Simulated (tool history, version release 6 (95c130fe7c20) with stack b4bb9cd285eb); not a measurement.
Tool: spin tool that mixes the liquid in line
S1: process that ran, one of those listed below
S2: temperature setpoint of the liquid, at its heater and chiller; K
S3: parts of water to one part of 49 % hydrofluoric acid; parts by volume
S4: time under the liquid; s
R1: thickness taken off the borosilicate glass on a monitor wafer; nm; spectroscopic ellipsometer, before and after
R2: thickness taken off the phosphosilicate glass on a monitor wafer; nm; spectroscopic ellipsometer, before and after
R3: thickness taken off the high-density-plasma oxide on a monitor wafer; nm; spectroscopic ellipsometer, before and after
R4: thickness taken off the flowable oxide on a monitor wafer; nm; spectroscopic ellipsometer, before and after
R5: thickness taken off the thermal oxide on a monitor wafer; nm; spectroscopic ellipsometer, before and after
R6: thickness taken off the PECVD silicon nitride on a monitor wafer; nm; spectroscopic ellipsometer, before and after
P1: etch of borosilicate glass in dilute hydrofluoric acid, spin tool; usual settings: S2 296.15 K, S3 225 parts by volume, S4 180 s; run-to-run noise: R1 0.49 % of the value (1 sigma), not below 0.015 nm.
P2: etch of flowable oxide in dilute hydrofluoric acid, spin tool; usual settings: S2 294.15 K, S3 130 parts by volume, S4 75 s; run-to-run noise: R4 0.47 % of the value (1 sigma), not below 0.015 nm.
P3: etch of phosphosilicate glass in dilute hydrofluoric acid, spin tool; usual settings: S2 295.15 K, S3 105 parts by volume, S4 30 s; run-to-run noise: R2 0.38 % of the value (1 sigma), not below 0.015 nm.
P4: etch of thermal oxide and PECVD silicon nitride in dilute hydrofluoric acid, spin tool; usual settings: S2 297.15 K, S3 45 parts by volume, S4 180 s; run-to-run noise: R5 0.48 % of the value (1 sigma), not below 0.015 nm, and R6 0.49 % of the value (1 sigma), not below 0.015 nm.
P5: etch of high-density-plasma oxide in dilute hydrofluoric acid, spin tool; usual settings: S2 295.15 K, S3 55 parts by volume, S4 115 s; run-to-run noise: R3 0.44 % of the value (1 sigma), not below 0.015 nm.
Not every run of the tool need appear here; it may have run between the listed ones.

| run | hour | S1 | S2 | S3 | S4 | R1 | R2 | R3 | R4 | R5 | R6 |
|---|---|---|---|---|---|---|---|---|---|---|---|
| 1 | 7.9 | P1 | 296.15 | 225 | 180 | 18.8540 |  |  |  |  |  |
| 2 | 16.6 | P1 | 296.15 | 225 | 180 | 18.8740 |  |  |  |  |  |
| 3 | 26.1 | P3 | 300.15 | 105 | 30 |  | 19.3480 |  |  |  |  |
| 4 | 32.5 | P1 | 296.15 | 225 | 85 | 8.9644 |  |  |  |  |  |
| 5 | 41.9 | P1 | 296.15 | 225 | 270 | 28.3350 |  |  |  |  |  |
| 6 | 47.8 | P3 | 295.15 | 105 | 30 |  | 15.8380 |  |  |  |  |
| 7 | 57.8 | P5 | 295.15 | 55 | 15 |  |  | 1.3371 |  |  |  |
| 8 | 64.8 | P3 | 295.15 | 105 | 15 |  | 7.9475 |  |  |  |  |
| 9 | 71.5 | P2 | 302.65 | 130 | 75 |  |  |  | 30.2530 |  |  |
| 10 | 81.7 | P1 | 290.65 | 225 | 180 | 15.2910 |  |  |  |  |  |
| 11 | 88.8 | P1 | 296.15 | 225 | 180 | 18.8810 |  |  |  |  |  |
| 12 | 99.4 | P1 | 296.15 | 225 | 180 | 18.9900 |  |  |  |  |  |
| 13 | 106.8 | P5 | 295.15 | 55 | 115 |  |  | 10.1970 |  |  |  |
| 14 | 114.4 | P1 | 302.65 | 225 | 180 | 23.7050 |  |  |  |  |  |
| 15 | 121.5 | P2 | 294.15 | 130 | 75 |  |  |  | 22.1330 |  |  |
| 16 | 129.3 | P5 | 298.65 | 55 | 115 |  |  | 11.8040 |  |  |  |
| 17 | 137.0 | P2 | 294.15 | 35 | 75 |  |  |  | 91.9730 |  |  |
| 18 | 147.3 | P1 | 296.15 | 125 | 180 | 37.9150 |  |  |  |  |  |
| 19 | 156.6 | P3 | 295.15 | 150 | 30 |  | 10.5810 |  |  |  |  |
| 20 | 168.0 | P1 | 296.15 | 380 | 180 | 9.6961 |  |  |  |  |  |
| 21 | 173.4 | P2 | 294.15 | 130 | 15 |  |  |  | 4.4592 |  |  |
| 22 | 185.3 | P4 | 297.15 | 45 | 180 |  |  |  |  | 19.9580 | 10.9590 |
| 23 | 191.0 | P5 | 295.15 | 105 | 115 |  |  | 5.0360 |  |  |  |
| 24 | 200.5 | P1 | 296.15 | 225 | 180 | 18.9300 |  |  |  |  |  |
| 25 | 210.0 | P4 | 297.15 | 45 | 180 |  |  |  |  | 20.0230 | 11.0970 |
| 26 | 218.3 | P4 | 291.65 | 45 | 180 |  |  |  |  | 15.9310 | 7.6758 |
| 27 | 229.3 | P4 | 297.15 | 80 | 180 |  |  |  |  | 10.8040 | 6.2817 |
| 28 | 236.1 | P4 | 297.15 | 45 | 30 |  |  |  |  | 3.3043 | 1.8505 |
| 29 | 244.4 | P1 | 296.15 | 320 | 330 | 22.2750 |  |  |  |  |  |
| 30 | 252.8 | P5 | 295.15 | 55 | 115 |  |  | 10.1820 |  |  |  |
| 31 | 261.5 | P1 | 296.15 | 225 | 180 | 19.1260 |  |  |  |  |  |
| 32 | 267.4 | P1 | 296.15 | 225 | 180 | 18.5030 |  |  |  |  |  |
| 33 | 279.6 | P1 | 296.15 | 225 | 180 | 17.7080 |  |  |  |  |  |
| 34 | 287.6 | P1 | 296.15 | 225 | 180 | 17.7060 |  |  |  |  |  |
| 35 | 295.1 | P1 | 296.15 | 225 | 180 | 17.6000 |  |  |  |  |  |
| 36 | 306.8 | P1 | 296.15 | 225 | 180 | 17.6600 |  |  |  |  |  |
| 37 | 315.6 | P1 | 296.15 | 225 | 180 | 17.6250 |  |  |  |  |  |

The output of P1 has drifted from where it used to be. Each of the 2 causes below, taken at the size shown beside it, accounts for the log equally well:
A: liquid colder than its thermometer reads (K) = 2
B: hydrofluoric acid flow below the setpoint (%) = 5.82
The process output started creeping at around hour 261.5.

Which of the 4 check runs listed below separates the causes, so that each cause would produce a clearly different result? Each run uses one wafer, and its results are marked with question marks.
| check 1 | 324.4 | P3 | 295.15 | 145 | 30 |  | ? |  |  |  |  |
| check 2 | 324.4 | P2 | 300.65 | 130 | 45 |  |  |  | ? |  |  |
| check 3 | 324.4 | P4 | 292.15 | 75 | 180 |  |  |  |  | ? | ? |
| check 4 | 324.4 | P5 | 295.15 | 105 | 20 |  |  | ? |  |  |  |

Check results expected under each cause:
| check | result | if A | if B |
|---|---|---|---|
| check 1 | R2 | 10.1600 | 10.2550 |
| check 2 | R4 | 15.8210 | 15.9100 |
| check 3 | R5 | 8.6087 | 8.7808 |
| check 3 | R6 | 4.1630 | 4.5158 |
| check 4 | R3 | 0.80716 | 0.81827 |
Smallest distance between any two causes, each pair judged by its most separating result, in per cent: check 1 0.93 %; check 2 0.56 %; check 3 8.14 %; check 4 1.37 %
Check 3 is the one run that separates the causes; every other check would come out nearly the same whichever cause is at work.

Running check 3 produced the following: R5 8.7931 nm; R6 4.5349 nm. Which one of the listed causes fits?

It is B: hydrofluoric acid flow below the setpoint (%).
